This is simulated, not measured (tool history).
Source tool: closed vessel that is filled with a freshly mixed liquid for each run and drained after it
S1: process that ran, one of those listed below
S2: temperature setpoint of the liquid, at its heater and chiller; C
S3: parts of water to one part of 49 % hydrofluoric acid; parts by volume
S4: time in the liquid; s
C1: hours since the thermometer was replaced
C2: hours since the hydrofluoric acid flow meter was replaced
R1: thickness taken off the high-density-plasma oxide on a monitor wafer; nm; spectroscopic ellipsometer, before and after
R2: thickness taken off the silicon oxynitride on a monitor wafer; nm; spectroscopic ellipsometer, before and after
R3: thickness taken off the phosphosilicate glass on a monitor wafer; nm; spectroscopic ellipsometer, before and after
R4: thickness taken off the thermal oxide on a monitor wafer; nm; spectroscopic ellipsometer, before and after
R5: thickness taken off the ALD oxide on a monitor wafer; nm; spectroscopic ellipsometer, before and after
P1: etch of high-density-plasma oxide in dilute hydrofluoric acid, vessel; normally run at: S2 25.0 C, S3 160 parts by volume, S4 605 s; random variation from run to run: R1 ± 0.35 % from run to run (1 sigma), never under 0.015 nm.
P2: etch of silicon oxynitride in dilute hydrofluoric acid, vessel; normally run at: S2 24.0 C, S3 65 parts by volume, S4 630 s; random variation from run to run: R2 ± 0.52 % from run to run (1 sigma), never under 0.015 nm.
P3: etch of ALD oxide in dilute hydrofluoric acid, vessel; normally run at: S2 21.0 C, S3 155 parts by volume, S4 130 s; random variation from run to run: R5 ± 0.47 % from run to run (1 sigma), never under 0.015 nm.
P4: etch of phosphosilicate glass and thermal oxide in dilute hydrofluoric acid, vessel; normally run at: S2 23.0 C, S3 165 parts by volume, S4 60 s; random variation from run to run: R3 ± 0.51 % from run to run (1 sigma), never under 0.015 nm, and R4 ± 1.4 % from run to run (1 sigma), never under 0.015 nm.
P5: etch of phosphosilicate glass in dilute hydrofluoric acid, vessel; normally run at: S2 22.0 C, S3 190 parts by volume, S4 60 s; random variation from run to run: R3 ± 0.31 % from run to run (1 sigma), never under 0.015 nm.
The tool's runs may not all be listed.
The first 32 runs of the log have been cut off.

run,hour,S1,S2,S3,S4,C1,C2,R1,R2,R3,R4,R5
33,133.1,P1,25.0,160,605,60.0,1129.9,32.0360,,,,
34,137.2,P1,25.0,160,605,64.1,1134.0,31.3050,,,,
35,142.5,P1,25.0,160,605,69.4,1139.3,30.6980,,,,
36,146.1,P1,25.0,160,605,73.0,1142.9,30.4540,,,,
37,151.2,P1,25.0,160,605,78.1,1148.0,30.1670,,,,
38,157.1,P1,25.0,160,605,84.0,1153.9,30.1400,,,,
39,160.3,P1,25.0,160,605,87.2,1157.1,29.9640,,,,
40,165.6,P1,25.0,160,605,92.5,1162.4,29.8410,,,,
41,169.9,P1,25.0,160,605,96.8,1166.7,29.9270,,,,
42,173.0,P1,25.0,160,605,99.9,1169.8,30.0590,,,,

Run 43 has not been measured yet. What should we expect?
43,177.4,P1,25.0,160,605,104.3,1174.2,?,,,,

{"run 43": {"R1": 29.918}}
